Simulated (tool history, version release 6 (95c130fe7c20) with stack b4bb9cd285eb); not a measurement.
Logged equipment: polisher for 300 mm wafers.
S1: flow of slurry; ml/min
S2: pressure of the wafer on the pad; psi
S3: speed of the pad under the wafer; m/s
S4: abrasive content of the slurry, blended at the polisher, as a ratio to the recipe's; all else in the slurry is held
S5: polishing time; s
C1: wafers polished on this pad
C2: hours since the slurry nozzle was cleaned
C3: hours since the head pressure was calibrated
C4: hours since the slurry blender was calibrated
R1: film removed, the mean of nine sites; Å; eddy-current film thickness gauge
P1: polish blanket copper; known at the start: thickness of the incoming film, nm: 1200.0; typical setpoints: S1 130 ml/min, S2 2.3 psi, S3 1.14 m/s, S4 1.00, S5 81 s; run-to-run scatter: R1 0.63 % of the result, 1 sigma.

run 1 hour=10.2 | S1=130 S2=2.3 S3=1.14 S4=1.00 S5=81 | C1=484 C2=152.3 C3=435.7 C4=167.7 | R1=2489.10
run 2 hour=18.0 | S1=130 S2=1.1 S3=0.82 S4=1.00 S5=81 | C1=551 C2=160.1 C3=443.5 C4=175.5 | R1=865.08
run 3 hour=30.8 | S1=130 S2=2.3 S3=1.72 S4=1.00 S5=81 | C1=660 C2=172.9 C3=456.3 C4=188.3 | R1=3797.90
run 4 hour=43.7 | S1=130 S2=2.3 S3=1.14 S4=0.55 S5=81 | C1=770 C2=185.8 C3=469.2 C4=201.2 | R1=2225.10
run 5 hour=59.3 | S1=130 S2=2.3 S3=1.14 S4=1.00 S5=81 | C1=903 C2=201.4 C3=484.8 C4=216.8 | R1=2549.00
run 6 hour=71.9 | S1=130 S2=2.3 S3=1.14 S4=1.00 S5=81 | C1=1010 C2=214.0 C3=497.4 C4=229.4 | R1=2540.20
run 7 hour=79.1 | S1=130 S2=2.3 S3=0.54 S4=1.00 S5=81 | C1=1071 C2=221.2 C3=504.6 C4=236.6 | R1=1190.60
run 8 hour=89.3 | S1=130 S2=3.5 S3=1.14 S4=1.00 S5=81 | C1=1158 C2=231.4 C3=514.8 C4=246.8 | R1=3836.40
run 9 hour=98.5 | S1=130 S2=2.3 S3=1.14 S4=1.00 S5=81 | C1=1237 C2=240.6 C3=524.0 C4=256.0 | R1=2495.90
run 10 hour=107.7 | S1=130 S2=1.1 S3=1.14 S4=1.00 S5=81 | C1=1315 C2=249.8 C3=533.2 C4=265.2 | R1=1195.90
run 11 hour=122.0 | S1=130 S2=2.3 S3=1.14 S4=1.00 S5=81 | C1=1437 C2=264.1 C3=547.5 C4=279.5 | R1=2514.20
run 12 hour=134.5 | S1=95 S2=2.3 S3=1.14 S4=1.00 S5=81 | C1=1543 C2=276.6 C3=560.0 C4=292.0 | R1=2340.60
run 13 hour=143.9 | S1=180 S2=2.3 S3=1.14 S4=1.00 S5=81 | C1=1623 C2=286.0 C3=569.4 C4=301.4 | R1=2664.70
run 14 hour=153.1 | S1=130 S2=2.3 S3=1.14 S4=1.00 S5=81 | C1=1702 C2=295.2 C3=578.6 C4=310.6 | R1=2555.30
run 15 hour=161.5 | S1=130 S2=2.3 S3=1.14 S4=1.40 S5=81 | C1=1773 C2=303.6 C3=587.0 C4=319.0 | R1=2751.10
run 16 hour=170.8 | S1=130 S2=2.3 S3=1.14 S4=1.00 S5=49 | C1=1852 C2=312.9 C3=596.3 C4=328.3 | R1=1534.70
run 17 hour=180.1 | S1=130 S2=2.3 S3=1.14 S4=1.00 S5=116 | C1=1932 C2=322.2 C3=605.6 C4=337.6 | R1=3615.40
run 18 hour=190.4 | S1=130 S2=2.3 S3=1.14 S4=1.00 S5=81 | C1=2019 C2=332.5 C3=615.9 C4=347.9 | R1=2534.10
run 19 hour=201.0 | S1=130 S2=2.3 S3=1.14 S4=1.00 S5=81 | C1=2110 C2=343.1 C3=626.5 C4=358.5 | R1=2418.60
run 20 hour=209.8 | S1=130 S2=2.3 S3=1.14 S4=1.00 S5=81 | C1=2185 C2=351.9 C3=635.3 C4=367.3 | R1=2373.10
-- hour=218.6 slurry blender recalibrated
run 21 hour=224.8 | S1=130 S2=2.3 S3=1.14 S4=1.00 S5=81 | C1=2312 C2=366.9 C3=650.3 C4=6.2 | R1=2336.80
-- hour=226.8 head pressure recalibrated
run 22 hour=240.3 | S1=130 S2=2.3 S3=1.14 S4=1.00 S5=81 | C1=2444 C2=382.4 C3=13.5 C4=21.7 | R1=2267.90
run 23 hour=249.3 | S1=130 S2=2.3 S3=1.14 S4=1.00 S5=81 | C1=2521 C2=391.4 C3=22.5 C4=30.7 | R1=2273.20
run 24 hour=263.5 | S1=130 S2=2.3 S3=1.14 S4=1.00 S5=81 | C1=2642 C2=405.6 C3=36.7 C4=44.9 | R1=2241.40

Compared with where it was, what P1 gives has crept away. Each cause listed below fits the log as well as the rest, at the size given for it:
A: removal rate lost through wear of the pad, % = 10.4
B: slurry flow missing at the pad, % = 36.3
Creep in the process output first set in at about hour 190.4.
What rules out each remaining cause:
head's pressure below its setpoint, %: serviced at hour 226.8, after the drift had started, without restoring the earlier output
abrasive missing from the slurry, %: serviced at hour 218.6, after the drift had started, without restoring the earlier output

Which of the check runs below tells the causes apart, meaning the causes would give it clearly different results? Each run uses 3 wafers whose results are averaged, and each result is shown as a question mark.
run check 1 hour=277.7 | S1=130 S2=3.3 S3=1.14 S4=1.00 S5=81 | R1=?
run check 2 hour=277.7 | S1=130 S2=2.3 S3=1.14 S4=1.30 S5=57 | R1=?
run check 3 hour=277.7 | S1=175 S2=2.3 S3=1.14 S4=1.15 S5=81 | R1=?
run check 4 hour=277.7 | S1=130 S2=2.3 S3=1.44 S4=1.00 S5=81 | R1=?

How each check would come out, cause by cause:
check=check_1 result=R1 if_A=3242.80 if_B=3241.40
check=check_2 result=R1 if_A=1683.90 if_B=1683.20
check=check_3 result=R1 if_A=2452.80 if_B=2516.10
check=check_4 result=R1 if_A=2854.90 if_B=2853.70
Per check, the gap between the least separated pair of causes, taken in the result that splits them most: check 1 0.04 %; check 2 0.04 %; check 3 2.55 %; check 4 0.04 %
Of the check runs offered, only check 3 discriminates between the causes; the rest would read about the same regardless of which cause applies.

With check 3 done, the readings were: R1 2516.80 Å. Identify which of the listed causes applies.

Of the candidate causes, it is B: slurry flow missing at the pad, %.
